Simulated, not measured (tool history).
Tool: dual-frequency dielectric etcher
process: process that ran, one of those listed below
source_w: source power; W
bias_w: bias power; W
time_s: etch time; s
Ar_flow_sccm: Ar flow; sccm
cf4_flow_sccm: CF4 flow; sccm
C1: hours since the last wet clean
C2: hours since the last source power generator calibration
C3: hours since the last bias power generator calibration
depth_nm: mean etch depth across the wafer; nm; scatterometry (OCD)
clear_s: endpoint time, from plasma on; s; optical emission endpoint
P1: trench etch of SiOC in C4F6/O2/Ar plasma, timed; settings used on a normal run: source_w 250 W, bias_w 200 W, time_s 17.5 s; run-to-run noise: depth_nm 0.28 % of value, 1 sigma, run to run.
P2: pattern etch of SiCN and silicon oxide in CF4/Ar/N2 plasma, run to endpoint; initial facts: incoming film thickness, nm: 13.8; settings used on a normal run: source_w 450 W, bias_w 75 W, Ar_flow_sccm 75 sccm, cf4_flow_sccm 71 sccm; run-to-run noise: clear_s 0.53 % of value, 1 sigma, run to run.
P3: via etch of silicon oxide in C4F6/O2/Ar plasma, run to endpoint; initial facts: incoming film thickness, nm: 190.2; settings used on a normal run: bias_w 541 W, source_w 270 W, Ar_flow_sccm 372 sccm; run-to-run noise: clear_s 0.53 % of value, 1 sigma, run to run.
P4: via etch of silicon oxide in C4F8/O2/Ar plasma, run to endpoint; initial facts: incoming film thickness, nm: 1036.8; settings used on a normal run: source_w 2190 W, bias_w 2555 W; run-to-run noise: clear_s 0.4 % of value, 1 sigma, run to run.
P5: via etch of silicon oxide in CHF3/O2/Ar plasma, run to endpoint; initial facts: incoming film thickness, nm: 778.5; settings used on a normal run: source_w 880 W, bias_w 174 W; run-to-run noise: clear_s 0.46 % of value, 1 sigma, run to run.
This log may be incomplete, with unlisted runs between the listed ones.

Run 1, hour 7.9: process P1, source_w 250 W, bias_w 200 W, time_s 17.5 s; C1 257.8; C2 2427.1; C3 867.6. Result: depth_nm 31.350 nm.
Run 2, hour 19.2: process P1, source_w 200 W, bias_w 200 W, time_s 17.5 s; C1 269.1; C2 2438.4; C3 878.9. Result: depth_nm 28.904 nm.
Run 3, hour 26.1: process P5, source_w 880 W, bias_w 174 W; C1 276.0; C2 2445.3; C3 885.8. Result: clear_s 343.160 s.
Run 4, hour 36.2: process P5, source_w 680 W, bias_w 174 W; C1 286.1; C2 2455.4; C3 895.9. Result: clear_s 381.100 s.
Run 5, hour 43.6: process P1, source_w 250 W, bias_w 200 W, time_s 17.5 s; C1 293.5; C2 2462.8; C3 903.3. Result: depth_nm 31.483 nm.
Run 6, hour 52.7: process P3, source_w 270 W, bias_w 541 W, Ar_flow_sccm 372 sccm; C1 302.6; C2 2471.9; C3 912.4. Result: clear_s 48.436 s.
Run 7, hour 64.7: process P5, source_w 880 W, bias_w 209 W; C1 314.6; C2 2483.9; C3 924.4. Result: clear_s 322.790 s.
Run 8, hour 76.5: process P3, source_w 270 W, bias_w 541 W, Ar_flow_sccm 372 sccm; C1 326.4; C2 2495.7; C3 936.2. Result: clear_s 49.042 s.
Run 9, hour 82.3: process P4, source_w 2730 W, bias_w 2555 W; C1 332.2; C2 2501.5; C3 942.0. Result: clear_s 169.410 s.
Run 10, hour 92.5: process P1, source_w 300 W, bias_w 200 W, time_s 17.5 s; C1 342.4; C2 2511.7; C3 952.2. Result: depth_nm 33.691 nm.
Run 11, hour 101.0: process P2, source_w 450 W, bias_w 75 W, Ar_flow_sccm 55 sccm, cf4_flow_sccm 71 sccm; C1 350.9; C2 2520.2; C3 960.7. Result: clear_s 14.140 s.
Run 12, hour 113.2: process P3, source_w 270 W, bias_w 640 W, Ar_flow_sccm 372 sccm; C1 363.1; C2 2532.4; C3 972.9. Result: clear_s 45.562 s.
At hour 117.6: source power generator calibrated.
Run 13, hour 123.9: process P3, source_w 270 W, bias_w 541 W, Ar_flow_sccm 269 sccm; C1 373.8; C2 6.3; C3 983.6. Result: clear_s 47.194 s.
Run 14, hour 130.9: process P1, source_w 250 W, bias_w 159 W, time_s 21.0 s; C1 380.8; C2 13.3; C3 990.6. Result: depth_nm 34.869 nm.
Run 15, hour 142.7: process P1, source_w 310 W, bias_w 122 W, time_s 17.5 s; C1 392.6; C2 25.1; C3 1002.4. Result: depth_nm 29.212 nm.
Run 16, hour 153.7: process P4, source_w 2190 W, bias_w 2555 W; C1 403.6; C2 36.1; C3 1013.4. Result: clear_s 184.710 s.
Run 17, hour 163.5: process P1, source_w 320 W, bias_w 158 W, time_s 17.5 s; C1 413.4; C2 45.9; C3 1023.2. Result: depth_nm 32.150 nm.
Run 18, hour 171.7: process P1, source_w 250 W, bias_w 200 W, time_s 10.5 s; C1 421.6; C2 54.1; C3 1031.4. Result: depth_nm 18.850 nm.
Run 19, hour 177.7: process P2, source_w 450 W, bias_w 75 W, Ar_flow_sccm 75 sccm, cf4_flow_sccm 71 sccm; C1 427.6; C2 60.1; C3 1037.4. Result: clear_s 14.828 s.
Run 20, hour 189.2: process P1, source_w 250 W, bias_w 241 W, time_s 17.5 s; C1 439.1; C2 71.6; C3 1048.9. Result: depth_nm 33.386 nm.
Run 21, hour 200.1: process P3, source_w 190 W, bias_w 541 W, Ar_flow_sccm 372 sccm; C1 450.0; C2 82.5; C3 1059.8. Result: clear_s 55.621 s.
Run 22, hour 208.0: process P4, source_w 2190 W, bias_w 2555 W; C1 457.9; C2 90.4; C3 1067.7. Result: clear_s 184.020 s.
Run 23, hour 218.9: process P2, source_w 560 W, bias_w 75 W, Ar_flow_sccm 75 sccm, cf4_flow_sccm 71 sccm; C1 468.8; C2 101.3; C3 1078.6. Result: clear_s 12.104 s.
Run 24, hour 226.8: process P1, source_w 250 W, bias_w 200 W, time_s 17.5 s; C1 476.7; C2 109.2; C3 1086.5. Result: depth_nm 31.262 nm.
Run 25, hour 235.3: process P1, source_w 250 W, bias_w 200 W, time_s 17.5 s; C1 485.2; C2 117.7; C3 1095.0. Result: depth_nm 31.220 nm.
Run 26, hour 247.5: process P4, source_w 2190 W, bias_w 2044 W; C1 497.4; C2 129.9; C3 1107.2. Result: clear_s 196.460 s.
Run 27, hour 258.7: process P2, source_w 450 W, bias_w 90 W, Ar_flow_sccm 75 sccm, cf4_flow_sccm 71 sccm; C1 508.6; C2 141.1; C3 1118.4. Result: clear_s 13.855 s.
Run 28, hour 267.9: process P1, source_w 250 W, bias_w 200 W, time_s 23.0 s; C1 517.8; C2 150.3; C3 1127.6. Result: depth_nm 41.249 nm.
Run 29, hour 277.2: process P2, source_w 450 W, bias_w 75 W, Ar_flow_sccm 75 sccm, cf4_flow_sccm 50 sccm; C1 527.1; C2 159.6; C3 1136.9. Result: clear_s 15.690 s.
Run 30, hour 284.9: process P1, source_w 250 W, bias_w 200 W, time_s 17.5 s; C1 534.8; C2 167.3; C3 1144.6. Result: depth_nm 31.327 nm.
Run 31, hour 292.1: process P1, source_w 250 W, bias_w 200 W, time_s 17.5 s; C1 542.0; C2 174.5; C3 1151.8. Result: depth_nm 31.391 nm.
Run 32, hour 302.0: process P1, source_w 250 W, bias_w 122 W, time_s 17.5 s; C1 551.9; C2 184.4; C3 1161.7. Result: depth_nm 26.851 nm.
Run 33, hour 312.7: process P1, source_w 250 W, bias_w 200 W, time_s 17.5 s; C1 562.6; C2 195.1; C3 1172.4. Result: depth_nm 31.308 nm.
Run 34, hour 321.2: process P1, source_w 250 W, bias_w 200 W, time_s 17.5 s; C1 571.1; C2 203.6; C3 1180.9. Result: depth_nm 31.157 nm.
Run 35, hour 328.4: process P1, source_w 250 W, bias_w 200 W, time_s 17.5 s; C1 578.3; C2 210.8; C3 1188.1. Result: depth_nm 30.999 nm.
Run 36, hour 337.1: process P1, source_w 250 W, bias_w 200 W, time_s 17.5 s; C1 587.0; C2 219.5; C3 1196.8. Result: depth_nm 31.075 nm.
At hour 343.9: wet clean of the chamber.
Run 37, hour 347.3: process P1, source_w 250 W, bias_w 200 W, time_s 17.5 s; C1 3.4; C2 229.7; C3 1207.0. Result: depth_nm 30.917 nm.
Run 38, hour 354.1: process P1, source_w 250 W, bias_w 200 W, time_s 17.5 s; C1 10.2; C2 236.5; C3 1213.8. Result: depth_nm 30.901 nm.
Run 39, hour 362.8: process P1, source_w 250 W, bias_w 200 W, time_s 17.5 s; C1 18.9; C2 245.2; C3 1222.5. Result: depth_nm 30.830 nm.
Run 40, hour 368.9: process P1, source_w 250 W, bias_w 200 W, time_s 17.5 s; C1 25.0; C2 251.3; C3 1228.6. Result: depth_nm 30.810 nm.

P1 has crept away from where it was. The log is fitted equally well by each of these 2 causes, at the sizes shown:
A: bias power that arrives under what is set, % = 4.84
B: source power that arrives under what is set, % = 4.22
The onset of the drift is placed at about hour 312.7.
Other possible causes, and why each is ruled out:
chamber walls in a state that lowers the etch rate, %: serviced after onset, at hour 343.9, with no recovery of the prior output

Which of the check runs below tells the causes apart, meaning the causes would give it clearly different results? Each run uses 3 wafers whose results are averaged, and each result is shown as a question mark.
Run check 1, hour 375.0: process P2, source_w 450 W, bias_w 75 W, Ar_flow_sccm 75 sccm, cf4_flow_sccm 71 sccm. Result: clear_s ?.
Run check 2, hour 375.0: process P3, source_w 270 W, bias_w 541 W, Ar_flow_sccm 372 sccm. Result: clear_s ?.
Run check 3, hour 375.0: process P4, source_w 2190 W, bias_w 2555 W. Result: clear_s ?.
Run check 4, hour 375.0: process P5, source_w 880 W, bias_w 174 W. Result: clear_s ?.

What every check run would give for each of its results, assuming each possible cause in turn:
  check   result     if A     if B
check 1  clear_s   15.025   15.361
check 2  clear_s   49.832   49.668
check 3  clear_s  187.020  187.440
check 4  clear_s  350.030  350.250
How far apart the two closest causes lie, in the result that separates them most: check 1 2.21 %; check 2 0.33 %; check 3 0.22 %; check 4 0.06 %
Check 1 tells the causes apart: in the others they would give nearly the same result.

After running check 1, the following was obtained: clear_s 14.952 s. Which cause does this point to?

It was cause A: bias power that arrives under what is set, %.
